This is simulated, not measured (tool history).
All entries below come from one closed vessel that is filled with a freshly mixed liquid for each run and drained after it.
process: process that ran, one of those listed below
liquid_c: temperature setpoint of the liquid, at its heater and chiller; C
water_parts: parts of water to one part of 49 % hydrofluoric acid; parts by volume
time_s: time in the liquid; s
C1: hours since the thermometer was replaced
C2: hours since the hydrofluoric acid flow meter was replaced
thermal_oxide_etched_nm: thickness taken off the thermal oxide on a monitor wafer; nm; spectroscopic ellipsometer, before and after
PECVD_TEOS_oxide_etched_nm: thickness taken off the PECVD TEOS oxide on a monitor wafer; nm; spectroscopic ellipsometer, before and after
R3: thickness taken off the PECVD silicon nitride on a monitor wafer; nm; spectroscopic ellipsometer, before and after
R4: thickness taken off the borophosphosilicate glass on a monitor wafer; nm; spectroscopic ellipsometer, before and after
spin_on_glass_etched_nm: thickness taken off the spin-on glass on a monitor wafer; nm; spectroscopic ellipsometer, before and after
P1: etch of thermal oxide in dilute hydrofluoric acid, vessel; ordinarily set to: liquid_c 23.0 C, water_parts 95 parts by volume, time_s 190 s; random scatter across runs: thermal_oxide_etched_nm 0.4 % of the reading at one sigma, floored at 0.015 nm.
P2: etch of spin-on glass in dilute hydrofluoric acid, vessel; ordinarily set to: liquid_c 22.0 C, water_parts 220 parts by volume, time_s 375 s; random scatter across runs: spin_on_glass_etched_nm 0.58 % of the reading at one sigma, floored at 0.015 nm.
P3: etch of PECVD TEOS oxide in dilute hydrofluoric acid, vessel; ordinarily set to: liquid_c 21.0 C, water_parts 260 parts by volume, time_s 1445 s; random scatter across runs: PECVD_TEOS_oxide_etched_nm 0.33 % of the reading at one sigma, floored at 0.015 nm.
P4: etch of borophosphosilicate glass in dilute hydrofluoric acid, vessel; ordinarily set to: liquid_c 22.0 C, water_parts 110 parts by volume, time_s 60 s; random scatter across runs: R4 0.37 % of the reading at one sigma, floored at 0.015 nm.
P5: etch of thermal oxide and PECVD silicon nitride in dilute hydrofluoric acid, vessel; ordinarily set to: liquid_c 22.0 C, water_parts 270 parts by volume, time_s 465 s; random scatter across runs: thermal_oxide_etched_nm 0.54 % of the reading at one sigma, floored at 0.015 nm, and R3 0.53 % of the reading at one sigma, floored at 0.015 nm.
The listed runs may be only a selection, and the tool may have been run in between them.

{"run": 1, "hour": 16.0, "process": "P1", "liquid_c": 23.0, "water_parts": 95, "time_s": 190, "C1": 395.8, "C2": 369.5, "thermal_oxide_etched_nm": 9.3042}
{"run": 2, "hour": 26.6, "process": "P3", "liquid_c": 21.0, "water_parts": 260, "time_s": 1445, "C1": 406.4, "C2": 380.1, "PECVD_TEOS_oxide_etched_nm": 49.066}
{"run": 3, "hour": 42.8, "process": "P1", "liquid_c": 23.0, "water_parts": 95, "time_s": 190, "C1": 422.6, "C2": 396.3, "thermal_oxide_etched_nm": 9.3322}
{"run": 4, "hour": 62.2, "process": "P5", "liquid_c": 22.0, "water_parts": 270, "time_s": 930, "C1": 442.0, "C2": 415.7, "thermal_oxide_etched_nm": 12.112, "R3": 7.8298}
{"run": 5, "hour": 81.6, "process": "P4", "liquid_c": 22.0, "water_parts": 25, "time_s": 60, "C1": 461.4, "C2": 435.1, "R4": 94.6}
{"run": 6, "hour": 99.4, "process": "P3", "liquid_c": 17.0, "water_parts": 260, "time_s": 1445, "C1": 479.2, "C2": 452.9, "PECVD_TEOS_oxide_etched_nm": 42.17}
{"run": 7, "hour": 107.8, "process": "P5", "liquid_c": 22.0, "water_parts": 270, "time_s": 465, "C1": 487.6, "C2": 461.3, "thermal_oxide_etched_nm": 6.0388, "R3": 3.8497}
{"run": 8, "hour": 117.2, "process": "P2", "liquid_c": 22.0, "water_parts": 220, "time_s": 70, "C1": 497.0, "C2": 470.7, "spin_on_glass_etched_nm": 10.218}
{"run": 9, "hour": 132.6, "process": "P2", "liquid_c": 22.0, "water_parts": 40, "time_s": 375, "C1": 512.4, "C2": 486.1, "spin_on_glass_etched_nm": 369.95}
{"run": 10, "hour": 144.9, "process": "P3", "liquid_c": 21.0, "water_parts": 85, "time_s": 1445, "C1": 524.7, "C2": 498.4, "PECVD_TEOS_oxide_etched_nm": 179.69}
{"run": 11, "hour": 153.9, "process": "P1", "liquid_c": 23.0, "water_parts": 95, "time_s": 190, "C1": 533.7, "C2": 507.4, "thermal_oxide_etched_nm": 9.3394}
{"run": 12, "hour": 168.0, "process": "P5", "liquid_c": 22.0, "water_parts": 75, "time_s": 465, "C1": 547.8, "C2": 521.5, "thermal_oxide_etched_nm": 26.877, "R3": 13.788}
{"run": 13, "hour": 180.5, "process": "P1", "liquid_c": 23.0, "water_parts": 95, "time_s": 190, "C1": 560.3, "C2": 534.0, "thermal_oxide_etched_nm": 9.3568}
{"run": 14, "hour": 196.9, "process": "P1", "liquid_c": 17.0, "water_parts": 95, "time_s": 190, "C1": 576.7, "C2": 550.4, "thermal_oxide_etched_nm": 7.2385}
{"run": 15, "hour": 212.2, "process": "P1", "liquid_c": 23.0, "water_parts": 20, "time_s": 190, "C1": 592.0, "C2": 565.7, "thermal_oxide_etched_nm": 48.414}
{"run": 16, "hour": 226.6, "process": "P3", "liquid_c": 21.0, "water_parts": 260, "time_s": 1445, "C1": 606.4, "C2": 580.1, "PECVD_TEOS_oxide_etched_nm": 48.798}
{"run": 17, "hour": 240.4, "process": "P1", "liquid_c": 23.0, "water_parts": 95, "time_s": 190, "C1": 620.2, "C2": 593.9, "thermal_oxide_etched_nm": 9.3071}
{"run": 18, "hour": 257.4, "process": "P1", "liquid_c": 23.0, "water_parts": 95, "time_s": 190, "C1": 637.2, "C2": 610.9, "thermal_oxide_etched_nm": 9.3316}
{"run": 19, "hour": 269.3, "process": "P2", "liquid_c": 22.0, "water_parts": 220, "time_s": 375, "C1": 649.1, "C2": 622.8, "spin_on_glass_etched_nm": 55.312}
{"run": 20, "hour": 279.1, "process": "P3", "liquid_c": 21.0, "water_parts": 260, "time_s": 2285, "C1": 658.9, "C2": 632.6, "PECVD_TEOS_oxide_etched_nm": 76.862}
{"run": 21, "hour": 288.1, "process": "P1", "liquid_c": 23.0, "water_parts": 95, "time_s": 315, "C1": 667.9, "C2": 641.6, "thermal_oxide_etched_nm": 15.324}
{"run": 22, "hour": 307.1, "process": "P4", "liquid_c": 22.0, "water_parts": 110, "time_s": 115, "C1": 686.9, "C2": 660.6, "R4": 37.156}
{"run": 23, "hour": 315.9, "process": "P1", "liquid_c": 31.5, "water_parts": 95, "time_s": 190, "C1": 695.7, "C2": 669.4, "thermal_oxide_etched_nm": 12.845}
{"run": 24, "hour": 325.6, "process": "P5", "liquid_c": 17.0, "water_parts": 270, "time_s": 465, "C1": 705.4, "C2": 679.1, "thermal_oxide_etched_nm": 4.98, "R3": 2.8501}
{"run": 25, "hour": 344.9, "process": "P4", "liquid_c": 29.5, "water_parts": 110, "time_s": 60, "C1": 724.7, "C2": 698.4, "R4": 25.991}
{"run": 26, "hour": 363.7, "process": "P4", "liquid_c": 22.0, "water_parts": 110, "time_s": 60, "C1": 743.5, "C2": 717.2, "R4": 19.457}
{"run": 27, "hour": 381.6, "process": "P2", "liquid_c": 28.0, "water_parts": 220, "time_s": 375, "C1": 761.4, "C2": 735.1, "spin_on_glass_etched_nm": 68.768}
{"run": 28, "hour": 398.7, "process": "P1", "liquid_c": 23.0, "water_parts": 95, "time_s": 30, "C1": 778.5, "C2": 752.2, "thermal_oxide_etched_nm": 1.4481}
{"run": 29, "hour": 411.8, "process": "P1", "liquid_c": 28.0, "water_parts": 160, "time_s": 190, "C1": 791.6, "C2": 765.3, "thermal_oxide_etched_nm": 6.1317}
{"run": 30, "hour": 424.1, "process": "P5", "liquid_c": 22.0, "water_parts": 270, "time_s": 465, "C1": 803.9, "C2": 777.6, "thermal_oxide_etched_nm": 6.0619, "R3": 3.8524}
{"run": 31, "hour": 442.4, "process": "P1", "liquid_c": 23.0, "water_parts": 150, "time_s": 190, "C1": 822.2, "C2": 795.9, "thermal_oxide_etched_nm": 5.459}
{"run": 32, "hour": 459.0, "process": "P1", "liquid_c": 23.0, "water_parts": 95, "time_s": 190, "C1": 838.8, "C2": 812.5, "thermal_oxide_etched_nm": 9.2878}
{"run": 33, "hour": 473.7, "process": "P1", "liquid_c": 23.0, "water_parts": 95, "time_s": 190, "C1": 853.5, "C2": 827.2, "thermal_oxide_etched_nm": 8.9121}
{"run": 34, "hour": 490.8, "process": "P1", "liquid_c": 23.0, "water_parts": 95, "time_s": 190, "C1": 870.6, "C2": 844.3, "thermal_oxide_etched_nm": 8.8427}
{"run": 35, "hour": 503.8, "process": "P1", "liquid_c": 23.0, "water_parts": 95, "time_s": 190, "C1": 883.6, "C2": 857.3, "thermal_oxide_etched_nm": 8.7908}
{"run": 36, "hour": 520.4, "process": "P1", "liquid_c": 23.0, "water_parts": 95, "time_s": 190, "C1": 900.2, "C2": 873.9, "thermal_oxide_etched_nm": 8.722}
{"run": 37, "hour": 529.2, "process": "P1", "liquid_c": 23.0, "water_parts": 95, "time_s": 190, "C1": 909.0, "C2": 882.7, "thermal_oxide_etched_nm": 8.6829}
{"run": 38, "hour": 540.3, "process": "P1", "liquid_c": 23.0, "water_parts": 95, "time_s": 190, "C1": 920.1, "C2": 893.8, "thermal_oxide_etched_nm": 8.6168}
{"run": 39, "hour": 553.1, "process": "P1", "liquid_c": 23.0, "water_parts": 95, "time_s": 190, "C1": 932.9, "C2": 906.6, "thermal_oxide_etched_nm": 8.7074}
{"run": 40, "hour": 567.2, "process": "P1", "liquid_c": 23.0, "water_parts": 95, "time_s": 190, "C1": 947.0, "C2": 920.7, "thermal_oxide_etched_nm": 8.6809}

The log shows P1 creeping away from where it was. Any of the 2 causes listed here, at the size stated for it, fits the log just as well as the others:
A: liquid colder than its thermometer reads (K) = 1.73
B: hydrofluoric acid flow below the setpoint (%) = 6.05
The process output started creeping at around hour 459.0.

Which of the 4 check runs listed below separates the causes, so that each cause would produce a clearly different result? Each run uses one wafer, and its results are marked with question marks.
{"run": "check 1", "hour": 581.3, "process": "P3", "liquid_c": 21.0, "water_parts": 150, "time_s": 1445, "PECVD_TEOS_oxide_etched_nm": "?"}
{"run": "check 2", "hour": 581.3, "process": "P4", "liquid_c": 26.0, "water_parts": 60, "time_s": 60, "R4": "?"}
{"run": "check 3", "hour": 581.3, "process": "P2", "liquid_c": 22.0, "water_parts": 55, "time_s": 375, "spin_on_glass_etched_nm": "?"}
{"run": "check 4", "hour": 581.3, "process": "P5", "liquid_c": 22.0, "water_parts": 135, "time_s": 465, "thermal_oxide_etched_nm": "?", "R3": "?"}

What every check run would give for each of its results, assuming each possible cause in turn:
check=check_1 result=PECVD_TEOS_oxide_etched_nm if_A=88.349 if_B=88.006
check=check_2 result=R4 if_A=41.383 if_B=41.480
check=check_3 result=spin_on_glass_etched_nm if_A=246.030 if_B=247.450
check=check_4 result=thermal_oxide_etched_nm if_A=12.9740 if_B=12.9320
check=check_4 result=R3 if_A=6.8467 if_B=7.2255
Separation of the two closest causes in each check, using whichever result separates them best: check 1 0.39 %; check 2 0.24 %; check 3 0.58 %; check 4 5.39 %
The other checks would show nearly matching results whichever cause is true, so check 4 is the only one that separates the causes.

Check 4 was then run and gave: thermal_oxide_etched_nm 13.0170 nm; R3 7.2584 nm. Which cause is it?

The cause is B: hydrofluoric acid flow below the setpoint (%).
